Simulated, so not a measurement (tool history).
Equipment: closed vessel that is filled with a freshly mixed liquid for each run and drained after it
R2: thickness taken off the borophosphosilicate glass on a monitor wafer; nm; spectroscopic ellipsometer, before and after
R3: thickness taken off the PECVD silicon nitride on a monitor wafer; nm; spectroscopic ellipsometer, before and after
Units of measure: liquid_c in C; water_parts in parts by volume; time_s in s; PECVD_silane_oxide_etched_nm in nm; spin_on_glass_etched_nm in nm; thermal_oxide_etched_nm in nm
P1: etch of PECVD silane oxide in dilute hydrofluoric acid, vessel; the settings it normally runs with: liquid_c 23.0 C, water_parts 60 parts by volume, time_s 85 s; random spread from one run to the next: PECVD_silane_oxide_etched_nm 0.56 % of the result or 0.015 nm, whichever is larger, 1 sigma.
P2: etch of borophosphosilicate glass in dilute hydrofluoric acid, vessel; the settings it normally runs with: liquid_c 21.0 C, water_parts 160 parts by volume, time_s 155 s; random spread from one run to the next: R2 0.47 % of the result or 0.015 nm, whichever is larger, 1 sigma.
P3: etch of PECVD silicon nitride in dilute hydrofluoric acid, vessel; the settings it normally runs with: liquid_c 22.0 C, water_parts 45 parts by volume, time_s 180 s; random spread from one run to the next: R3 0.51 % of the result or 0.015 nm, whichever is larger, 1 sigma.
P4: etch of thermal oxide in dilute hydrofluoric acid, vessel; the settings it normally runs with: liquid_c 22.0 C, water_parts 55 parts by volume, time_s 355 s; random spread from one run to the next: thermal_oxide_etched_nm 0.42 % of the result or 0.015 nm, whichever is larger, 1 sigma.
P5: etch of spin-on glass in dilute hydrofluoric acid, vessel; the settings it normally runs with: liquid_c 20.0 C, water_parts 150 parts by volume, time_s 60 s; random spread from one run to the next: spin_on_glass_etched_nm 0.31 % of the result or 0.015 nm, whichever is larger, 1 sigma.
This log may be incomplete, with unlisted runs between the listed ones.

run 1 hour=4.7 | process=P1 liquid_c=23.0 water_parts=60 time_s=85 | PECVD_silane_oxide_etched_nm=21.5180
run 2 hour=10.6 | process=P2 liquid_c=17.0 water_parts=160 time_s=155 | R2=47.330
run 3 hour=15.2 | process=P3 liquid_c=22.0 water_parts=45 time_s=180 | R3=18.408
run 4 hour=20.0 | process=P1 liquid_c=26.5 water_parts=60 time_s=30 | PECVD_silane_oxide_etched_nm=8.8224
run 5 hour=25.9 | process=P3 liquid_c=29.0 water_parts=45 time_s=180 | R3=29.437
run 6 hour=33.4 | process=P1 liquid_c=23.0 water_parts=60 time_s=35 | PECVD_silane_oxide_etched_nm=8.8793
run 7 hour=40.2 | process=P3 liquid_c=22.0 water_parts=45 time_s=285 | R3=29.060
run 8 hour=44.8 | process=P5 liquid_c=20.0 water_parts=150 time_s=30 | spin_on_glass_etched_nm=6.6929
run 9 hour=48.6 | process=P1 liquid_c=23.0 water_parts=60 time_s=85 | PECVD_silane_oxide_etched_nm=21.5120
run 10 hour=54.0 | process=P1 liquid_c=23.0 water_parts=25 time_s=85 | PECVD_silane_oxide_etched_nm=53.8770
run 11 hour=57.5 | process=P1 liquid_c=23.0 water_parts=60 time_s=125 | PECVD_silane_oxide_etched_nm=31.6250
run 12 hour=64.0 | process=P2 liquid_c=21.0 water_parts=160 time_s=155 | R2=55.379
run 13 hour=68.6 | process=P1 liquid_c=18.5 water_parts=60 time_s=85 | PECVD_silane_oxide_etched_nm=17.8010
run 14 hour=72.7 | process=P3 liquid_c=22.0 water_parts=65 time_s=180 | R3=12.726
run 15 hour=78.1 | process=P5 liquid_c=20.0 water_parts=150 time_s=60 | spin_on_glass_etched_nm=13.3260
run 16 hour=83.3 | process=P2 liquid_c=21.0 water_parts=60 time_s=155 | R2=164.880
run 17 hour=88.5 | process=P4 liquid_c=26.0 water_parts=55 time_s=355 | thermal_oxide_etched_nm=34.814
run 18 hour=92.5 | process=P4 liquid_c=22.0 water_parts=55 time_s=635 | thermal_oxide_etched_nm=53.015
run 19 hour=97.8 | process=P1 liquid_c=23.0 water_parts=60 time_s=85 | PECVD_silane_oxide_etched_nm=21.5920
run 20 hour=103.3 | process=P5 liquid_c=26.0 water_parts=150 time_s=60 | spin_on_glass_etched_nm=16.7490
run 21 hour=107.1 | process=P1 liquid_c=23.0 water_parts=85 time_s=85 | PECVD_silane_oxide_etched_nm=14.6940
run 22 hour=114.0 | process=P4 liquid_c=22.0 water_parts=95 time_s=355 | thermal_oxide_etched_nm=16.424
run 23 hour=119.0 | process=P5 liquid_c=20.0 water_parts=150 time_s=60 | spin_on_glass_etched_nm=13.3080
run 24 hour=123.9 | process=P5 liquid_c=20.0 water_parts=35 time_s=60 | spin_on_glass_etched_nm=65.0130
run 25 hour=128.7 | process=P1 liquid_c=31.0 water_parts=60 time_s=85 | PECVD_silane_oxide_etched_nm=29.7580
run 26 hour=136.1 | process=P3 liquid_c=22.0 water_parts=45 time_s=180 | R3=18.220
run 27 hour=143.0 | process=P4 liquid_c=22.0 water_parts=55 time_s=355 | thermal_oxide_etched_nm=29.448
run 28 hour=147.4 | process=P1 liquid_c=23.0 water_parts=60 time_s=85 | PECVD_silane_oxide_etched_nm=21.4930
run 29 hour=153.1 | process=P2 liquid_c=21.0 water_parts=160 time_s=30 | R2=10.660
run 30 hour=158.9 | process=P1 liquid_c=23.0 water_parts=60 time_s=85 | PECVD_silane_oxide_etched_nm=21.6340
run 31 hour=163.4 | process=P1 liquid_c=23.0 water_parts=60 time_s=85 | PECVD_silane_oxide_etched_nm=22.2210
run 32 hour=167.7 | process=P1 liquid_c=23.0 water_parts=60 time_s=85 | PECVD_silane_oxide_etched_nm=22.2780
run 33 hour=173.1 | process=P1 liquid_c=23.0 water_parts=60 time_s=85 | PECVD_silane_oxide_etched_nm=22.3490
run 34 hour=180.2 | process=P1 liquid_c=23.0 water_parts=60 time_s=85 | PECVD_silane_oxide_etched_nm=22.6440
run 35 hour=185.3 | process=P1 liquid_c=23.0 water_parts=60 time_s=85 | PECVD_silane_oxide_etched_nm=22.7900
run 36 hour=192.6 | process=P1 liquid_c=23.0 water_parts=60 time_s=85 | PECVD_silane_oxide_etched_nm=22.8010
run 37 hour=199.2 | process=P1 liquid_c=23.0 water_parts=60 time_s=85 | PECVD_silane_oxide_etched_nm=22.7590
run 38 hour=205.1 | process=P1 liquid_c=23.0 water_parts=60 time_s=85 | PECVD_silane_oxide_etched_nm=22.7710
run 39 hour=209.6 | process=P1 liquid_c=23.0 water_parts=60 time_s=85 | PECVD_silane_oxide_etched_nm=22.8370
run 40 hour=215.0 | process=P1 liquid_c=23.0 water_parts=60 time_s=85 | PECVD_silane_oxide_etched_nm=22.7220

The output of P1 has drifted from where it used to be. Each of the 2 causes below, taken at the size shown beside it, accounts for the log equally well:
A: liquid hotter than its thermometer reads (K) = 1.5
B: hydrofluoric acid flow above the setpoint (%) = 5.85
At approximately hour 158.9, the process output began to creep.

Which of the 4 check runs listed below separates the causes, so that each cause would produce a clearly different result? Each run uses one wafer, and its results are marked with question marks.
run check 1 hour=220.4 | process=P2 liquid_c=21.0 water_parts=160 time_s=155 | R2=?
run check 2 hour=220.4 | process=P4 liquid_c=22.0 water_parts=55 time_s=355 | thermal_oxide_etched_nm=?
run check 3 hour=220.4 | process=P5 liquid_c=20.0 water_parts=150 time_s=60 | spin_on_glass_etched_nm=?
run check 4 hour=220.4 | process=P3 liquid_c=22.0 water_parts=45 time_s=180 | R3=?

What each check would give under each cause:
check=check_1 result=R2 if_A=58.730 if_B=59.196
check=check_2 result=thermal_oxide_etched_nm if_A=31.454 if_B=31.409
check=check_3 result=spin_on_glass_etched_nm if_A=14.1190 if_B=14.2080
check=check_4 result=R3 if_A=20.318 if_B=19.387
Separation of the two closest causes in each check, using whichever result separates them best: check 1 0.79 %; check 2 0.14 %; check 3 0.63 %; check 4 4.69 %
Of the check runs offered, only check 4 discriminates between the causes; the rest would read about the same regardless of which cause applies.

After running check 4, the following was obtained: R3 20.349 nm. Which cause does this point to?

The correct cause is A, namely: liquid hotter than its thermometer reads (K).
